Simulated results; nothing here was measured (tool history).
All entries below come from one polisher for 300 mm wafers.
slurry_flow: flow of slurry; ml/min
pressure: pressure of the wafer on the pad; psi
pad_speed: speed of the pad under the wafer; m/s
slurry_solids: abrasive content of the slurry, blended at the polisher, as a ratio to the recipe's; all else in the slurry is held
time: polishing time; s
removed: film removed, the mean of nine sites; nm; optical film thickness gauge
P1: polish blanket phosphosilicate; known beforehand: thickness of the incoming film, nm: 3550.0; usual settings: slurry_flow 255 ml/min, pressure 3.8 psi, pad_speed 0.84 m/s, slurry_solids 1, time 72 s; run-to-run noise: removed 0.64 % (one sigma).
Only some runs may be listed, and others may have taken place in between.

run     day  slurry_flow  pressure  pad_speed  slurry_solids  time  wafers polished on this pad  hours since the slurry nozzle was cleaned  hours since the head pressure was calibrated  hours since the slurry blender was calibrated  hours since the conditioning disc was replaced  removed
  1   0.488          255       3.8       0.84              1    72                          177                                        184                                         303.8                                           97.8                                           150.6   615.15
  2   0.867          255       3.8       0.84              1    72                          253                                      193.1                                         312.9                                          106.9                                           159.7    614.8
  3    1.45          255       3.8       0.84              1    98                          372                                      207.1                                         326.9                                          120.9                                           173.7   836.93
  4   1.767          255       3.8       0.38              1    72                          436                                      214.7                                         334.5                                          128.5                                           181.3   325.11
  5   2.404          255       3.8       1.08              1    72                          565                                        230                                         349.8                                          143.8                                           196.6   752.52
  6   2.867          255       3.8       0.84              1    72                          659                                      241.1                                         360.9                                          154.9                                           207.7   614.78
      3.192  -- conditioning disc replaced and pad reconditioned
  7   3.512          360       3.8       0.84              1    72                          790                                      256.6                                         376.4                                          170.4                                             7.7   629.22
  8   4.025          255       3.8       0.84           0.65    34                          894                                      268.9                                         388.7                                          182.7                                              20   234.62
  9   4.404          155       3.8       0.84              1    72                          971                                        278                                         397.8                                          191.8                                            29.1   574.98
 10   4.808          255       3.8       0.84              1    49                         1053                                      287.7                                         407.5                                          201.5                                            38.8    421.7
      5.338  -- worn pad replaced by a new one
 11   5.454          255       3.8       0.84           0.55    72                           23                                      303.2                                           423                                            217                                            54.3    448.1
 12   5.967          255       3.8       0.84              1    72                          127                                      315.5                                         435.3                                          229.3                                            66.6   612.16
 13   6.288          255       5.9       0.84              1    72                          192                                      323.2                                           443                                            237                                            74.3   954.97
 14   6.904          355       3.8       0.84              1    46                          317                                        338                                         457.8                                          251.8                                            89.1   411.85
 15   7.321          255       3.8       0.84           1.45    72                          402                                        348                                         467.8                                          261.8                                            99.1   722.39
 16   7.788          255       3.8       0.84              1    72                          496                                      359.2                                           479                                            273                                           110.3    618.7
 17   8.175          255       1.8       0.84              1    72                          575                                      368.5                                         488.3                                          282.3                                           119.6   292.36
 18   8.588          255       3.8       0.84              1    72                          659                                      378.4                                         498.2                                          292.2                                           129.5   618.28
 19   9.017          255       3.8       0.84              1    72                          746                                      388.7                                         508.5                                          302.5                                           139.8   604.34
 20    9.55          255       3.8       0.84              1    72                          854                                      401.5                                         521.3                                          315.3                                           152.6   583.84
 21   9.979          255       3.8       0.84              1    72                          941                                      411.8                                         531.6                                          325.6                                           162.9   576.56
 22  10.646          255       3.8       0.84              1    72                         1076                                      427.8                                         547.6                                          341.6                                           178.9   563.37
     10.654  -- slurry nozzle cleaned
      10.95  -- conditioning disc replaced and pad reconditioned
 23  11.229          255       3.8       0.84              1    72                         1194                                       13.9                                         561.6                                          355.6                                             6.7   567.04
 24  11.688          255       3.8       0.84              1    72                         1287                                       24.9                                         572.6                                          366.6                                            17.7   563.71
     11.788  -- worn pad replaced by a new one
 25  12.188          255       3.8       0.84              1    72                           81                                       36.9                                         584.6                                          378.6                                            29.7   565.93
 26  12.675          255       3.8       0.84              1    72                          180                                       48.6                                         596.3                                          390.3                                            41.4    562.4
 27  13.017          255       3.8       0.84              1    72                          249                                       56.8                                         604.5                                          398.5                                            49.6   562.57

The output of P1 has drifted from where it used to be. Each of the 2 causes below, taken at the size shown beside it, accounts for the log equally well:
A: abrasive missing from the slurry, % = 17.8
B: head's pressure below its setpoint, % = 8.95
The gradual shift began around day 8.588.
Ruled out, with reasons:
removal rate lost through wear of the pad, %: serviced after onset, at day 11.788, with no recovery of the prior output
slurry flow missing at the pad, %: serviced after onset, at day 10.654, with no recovery of the prior output
time polished since the conditioner stopped cutting, s: serviced after onset, at day 10.95, with no recovery of the prior output

The 4 check runs listed below each average the results of 3 wafers, and their outcomes are marked with question marks. Under which run would the listed causes produce clearly different results?
check 1  13.358          255         3       0.38              1    72                                                                                                                                                                                                                             ?
check 2  13.358          255       5.5       0.84           0.55    72                                                                                                                                                                                                                             ?
check 3  13.358          255         2       0.46              1    72                                                                                                                                                                                                                             ?
check 4  13.358          325       5.3       0.84              1    72                                                                                                                                                                                                                             ?

How each check would come out, cause by cause:
  check   result    if A    if B
check 1  removed  234.49  234.51
check 2  removed  574.32  591.13
check 3  removed  182.14  182.16
check 4  removed  799.44  799.53
Gap, in per cent, between the two causes that each check separates least, read from the result that separates them most: check 1 0.01 %; check 2 2.89 %; check 3 0.01 %; check 4 0.01 %
The causes can be told apart only by check 2. The other checks would give nearly the same results under each of them.

Here is what check 2 returned: removed 577.27 nm. Which cause is it?

The correct cause is A, namely: abrasive missing from the slurry, %.
